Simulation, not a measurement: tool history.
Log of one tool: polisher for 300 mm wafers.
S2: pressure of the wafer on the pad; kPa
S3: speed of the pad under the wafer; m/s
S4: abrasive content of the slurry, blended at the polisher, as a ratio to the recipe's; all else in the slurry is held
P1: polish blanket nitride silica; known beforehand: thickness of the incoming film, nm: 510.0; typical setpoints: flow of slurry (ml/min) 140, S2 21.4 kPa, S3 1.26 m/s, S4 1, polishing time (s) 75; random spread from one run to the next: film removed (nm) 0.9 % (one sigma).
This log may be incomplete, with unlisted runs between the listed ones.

run 1 day=0.271 | flow_of_slurry_(ml/min)=140 S2=21.4 S3=1.26 S4=1 polishing_time_(s)=75 | film_removed_(nm)=39.985
run 2 day=0.479 | flow_of_slurry_(ml/min)=140 S2=11.7 S3=1.26 S4=0.6 polishing_time_(s)=75 | film_removed_(nm)=17.129
run 3 day=0.838 | flow_of_slurry_(ml/min)=140 S2=21.4 S3=1.26 S4=1 polishing_time_(s)=115 | film_removed_(nm)=61.905
run 4 day=1.246 | flow_of_slurry_(ml/min)=140 S2=21.4 S3=0.56 S4=1 polishing_time_(s)=75 | film_removed_(nm)=21.164
run 5 day=1.462 | flow_of_slurry_(ml/min)=140 S2=31 S3=1.74 S4=1 polishing_time_(s)=75 | film_removed_(nm)=75.396
run 6 day=1.675 | flow_of_slurry_(ml/min)=85 S2=21.4 S3=1.26 S4=1 polishing_time_(s)=75 | film_removed_(nm)=35.914
run 7 day=1.958 | flow_of_slurry_(ml/min)=95 S2=21.4 S3=1.78 S4=1 polishing_time_(s)=75 | film_removed_(nm)=48.395
run 8 day=2.2 | flow_of_slurry_(ml/min)=140 S2=13.8 S3=1.26 S4=1 polishing_time_(s)=75 | film_removed_(nm)=25.731
run 9 day=2.596 | flow_of_slurry_(ml/min)=140 S2=21.4 S3=1.26 S4=0.65 polishing_time_(s)=75 | film_removed_(nm)=31.974
run 10 day=2.808 | flow_of_slurry_(ml/min)=215 S2=21.4 S3=1.26 S4=1 polishing_time_(s)=75 | film_removed_(nm)=43.319
run 11 day=3.117 | flow_of_slurry_(ml/min)=140 S2=21.4 S3=1.26 S4=1 polishing_time_(s)=75 | film_removed_(nm)=40.739
run 12 day=3.383 | flow_of_slurry_(ml/min)=140 S2=21.4 S3=1.26 S4=1 polishing_time_(s)=34 | film_removed_(nm)=18.626
run 13 day=3.671 | flow_of_slurry_(ml/min)=140 S2=21.4 S3=2 S4=1 polishing_time_(s)=75 | film_removed_(nm)=58.062
run 14 day=3.979 | flow_of_slurry_(ml/min)=140 S2=21.4 S3=1.26 S4=1 polishing_time_(s)=75 | film_removed_(nm)=40.635
run 15 day=4.283 | flow_of_slurry_(ml/min)=140 S2=21.4 S3=1.26 S4=1 polishing_time_(s)=75 | film_removed_(nm)=40.619
run 16 day=4.604 | flow_of_slurry_(ml/min)=140 S2=33.8 S3=1.26 S4=1 polishing_time_(s)=75 | film_removed_(nm)=64.444
run 17 day=4.942 | flow_of_slurry_(ml/min)=140 S2=21.4 S3=1.26 S4=1.4 polishing_time_(s)=75 | film_removed_(nm)=46.317
run 18 day=5.271 | flow_of_slurry_(ml/min)=140 S2=21.4 S3=1.26 S4=1 polishing_time_(s)=75 | film_removed_(nm)=39.927
run 19 day=5.529 | flow_of_slurry_(ml/min)=140 S2=21.4 S3=1.26 S4=1 polishing_time_(s)=75 | film_removed_(nm)=40.099
run 20 day=5.925 | flow_of_slurry_(ml/min)=140 S2=21.4 S3=1.26 S4=1 polishing_time_(s)=75 | film_removed_(nm)=38.216
run 21 day=6.129 | flow_of_slurry_(ml/min)=140 S2=21.4 S3=1.26 S4=1 polishing_time_(s)=75 | film_removed_(nm)=38.215
run 22 day=6.429 | flow_of_slurry_(ml/min)=140 S2=21.4 S3=1.26 S4=1 polishing_time_(s)=75 | film_removed_(nm)=37.138
run 23 day=6.738 | flow_of_slurry_(ml/min)=140 S2=21.4 S3=1.26 S4=1 polishing_time_(s)=75 | film_removed_(nm)=37.473
-- day=6.929 worn pad replaced by a new one
-- day=7.062 slurry blender recalibrated
run 24 day=7.162 | flow_of_slurry_(ml/min)=140 S2=21.4 S3=1.26 S4=1 polishing_time_(s)=75 | film_removed_(nm)=37.525
-- day=7.408 conditioning disc replaced and pad reconditioned
run 25 day=7.533 | flow_of_slurry_(ml/min)=140 S2=21.4 S3=1.26 S4=1 polishing_time_(s)=75 | film_removed_(nm)=36.982
run 26 day=7.917 | flow_of_slurry_(ml/min)=140 S2=21.4 S3=1.26 S4=1 polishing_time_(s)=75 | film_removed_(nm)=36.754
run 27 day=8.15 | flow_of_slurry_(ml/min)=140 S2=21.4 S3=1.26 S4=1 polishing_time_(s)=75 | film_removed_(nm)=37.328

P1 has crept away from where it was. The log is fitted equally well by each of these 2 causes, at the sizes shown:
A: slurry flow missing at the pad, % = 32.3
B: head's pressure below its setpoint, % = 8.29
The process output started creeping at around day 5.529.
Ruled out, with reasons:
removal rate lost through wear of the pad, %: serviced at day 6.929, which brought nothing back
abrasive missing from the slurry, %: serviced at day 7.062, which brought nothing back
time polished since the conditioner stopped cutting, s: serviced at day 7.408, which brought nothing back

Below are 4 check runs, each averaged over 3 wafers, with their results shown as question marks. Which of them would give clearly different results depending on which cause is behind the drift?
run check 1 day=8.383 | flow_of_slurry_(ml/min)=140 S2=21.4 S3=1.7 S4=1 polishing_time_(s)=34 | film_removed_(nm)=?
run check 2 day=8.383 | flow_of_slurry_(ml/min)=140 S2=21.4 S3=1.88 S4=1.2 polishing_time_(s)=75 | film_removed_(nm)=?
run check 3 day=8.383 | flow_of_slurry_(ml/min)=140 S2=21.4 S3=1.62 S4=1 polishing_time_(s)=75 | film_removed_(nm)=?
run check 4 day=8.383 | flow_of_slurry_(ml/min)=90 S2=31 S3=1.26 S4=1 polishing_time_(s)=75 | film_removed_(nm)=?

How each check would come out, cause by cause:
check=check_1 result=film_removed_(nm) if_A=21.285 if_B=21.282
check=check_2 result=film_removed_(nm) if_A=55.06 if_B=55.053
check=check_3 result=film_removed_(nm) if_A=45.176 if_B=45.17
check=check_4 result=film_removed_(nm) if_A=46.6 if_B=48.51
Per check, the gap between the least separated pair of causes, taken in the result that splits them most: check 1 0.01 %; check 2 0.01 %; check 3 0.01 %; check 4 4.02 %
Only check 4 tells the causes apart: in the others they would give nearly the same result.

Check 4 was carried out, with these results: film removed (nm) 48.605. Which of the listed causes is responsible?

Of the candidate causes, it is B: head's pressure below its setpoint, %.
